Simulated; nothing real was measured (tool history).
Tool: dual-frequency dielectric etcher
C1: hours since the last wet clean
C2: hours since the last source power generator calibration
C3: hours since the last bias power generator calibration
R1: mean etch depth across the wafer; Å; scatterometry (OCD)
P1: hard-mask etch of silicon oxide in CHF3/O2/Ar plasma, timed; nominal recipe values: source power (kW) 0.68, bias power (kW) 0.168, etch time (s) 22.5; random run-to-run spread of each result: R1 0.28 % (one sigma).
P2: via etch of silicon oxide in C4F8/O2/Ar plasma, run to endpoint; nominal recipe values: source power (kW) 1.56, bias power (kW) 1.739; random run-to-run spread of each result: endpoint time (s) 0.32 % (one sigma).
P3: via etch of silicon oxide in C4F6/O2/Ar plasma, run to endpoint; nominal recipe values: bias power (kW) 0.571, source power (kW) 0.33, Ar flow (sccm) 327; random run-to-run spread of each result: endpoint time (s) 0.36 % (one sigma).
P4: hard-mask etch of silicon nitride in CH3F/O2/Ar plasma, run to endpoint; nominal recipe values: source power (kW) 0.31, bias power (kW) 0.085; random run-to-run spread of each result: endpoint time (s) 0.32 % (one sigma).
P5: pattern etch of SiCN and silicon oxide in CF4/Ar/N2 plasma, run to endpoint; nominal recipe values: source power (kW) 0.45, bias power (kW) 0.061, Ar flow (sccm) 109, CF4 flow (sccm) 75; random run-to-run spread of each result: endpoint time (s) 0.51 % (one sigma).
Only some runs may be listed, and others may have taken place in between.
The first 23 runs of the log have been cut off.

Run 24, hour 199.5: process that ran P1, source power (kW) 0.68, bias power (kW) 0.168, etch time (s) 22.5; C1 504.5; C2 87.3; C3 745.3. Result: R1 440.38 Å.
Run 25, hour 204.9: process that ran P3, source power (kW) 0.33, bias power (kW) 0.771, Ar flow (sccm) 327; C1 509.9; C2 92.7; C3 750.7. Result: endpoint time (s) 21.954.
Run 26, hour 212.4: process that ran P4, source power (kW) 0.2, bias power (kW) 0.085; C1 517.4; C2 100.2; C3 758.2. Result: endpoint time (s) 85.112.
Run 27, hour 219.5: process that ran P5, source power (kW) 0.55, bias power (kW) 0.061, Ar flow (sccm) 109, CF4 flow (sccm) 75; C1 524.5; C2 107.3; C3 765.3. Result: endpoint time (s) 17.178.
Run 28, hour 226.4: process that ran P3, source power (kW) 0.33, bias power (kW) 0.571, Ar flow (sccm) 192; C1 531.4; C2 114.2; C3 772.2. Result: endpoint time (s) 23.466.
Run 29, hour 233.3: process that ran P4, source power (kW) 0.31, bias power (kW) 0.085; C1 538.3; C2 121.1; C3 779.1. Result: endpoint time (s) 72.148.
Run 30, hour 243.6: process that ran P1, source power (kW) 0.68, bias power (kW) 0.168, etch time (s) 22.5; C1 548.6; C2 131.4; C3 789.4. Result: R1 438.88 Å.
Run 31, hour 254.3: process that ran P1, source power (kW) 0.68, bias power (kW) 0.168, etch time (s) 22.5; C1 559.3; C2 142.1; C3 800.1. Result: R1 443.41 Å.
Run 32, hour 262.3: process that ran P1, source power (kW) 0.68, bias power (kW) 0.168, etch time (s) 22.5; C1 567.3; C2 150.1; C3 808.1. Result: R1 445.34 Å.
Run 33, hour 268.1: process that ran P1, source power (kW) 0.68, bias power (kW) 0.168, etch time (s) 22.5; C1 573.1; C2 155.9; C3 813.9. Result: R1 445.39 Å.
At hour 278.4: wet clean of the chamber.
Run 34, hour 279.4: process that ran P1, source power (kW) 0.68, bias power (kW) 0.168, etch time (s) 22.5; C1 1; C2 167.2; C3 825.2. Result: R1 447.9 Å.
Run 35, hour 291.1: process that ran P1, source power (kW) 0.68, bias power (kW) 0.168, etch time (s) 22.5; C1 12.7; C2 178.9; C3 836.9. Result: R1 449.73 Å.
Run 36, hour 299.1: process that ran P1, source power (kW) 0.68, bias power (kW) 0.168, etch time (s) 22.5; C1 20.7; C2 186.9; C3 844.9. Result: R1 448.03 Å.
Run 37, hour 309.1: process that ran P1, source power (kW) 0.68, bias power (kW) 0.168, etch time (s) 22.5; C1 30.7; C2 196.9; C3 854.9. Result: R1 446.14 Å.

Expected results for the next run?
Run 38, hour 320.7: process that ran P1, source power (kW) 0.68, bias power (kW) 0.168, etch time (s) 22.5; C1 42.3; C2 208.5; C3 866.5. Result: R1 ?.

Run 38 came out at R1 445.32 Å.
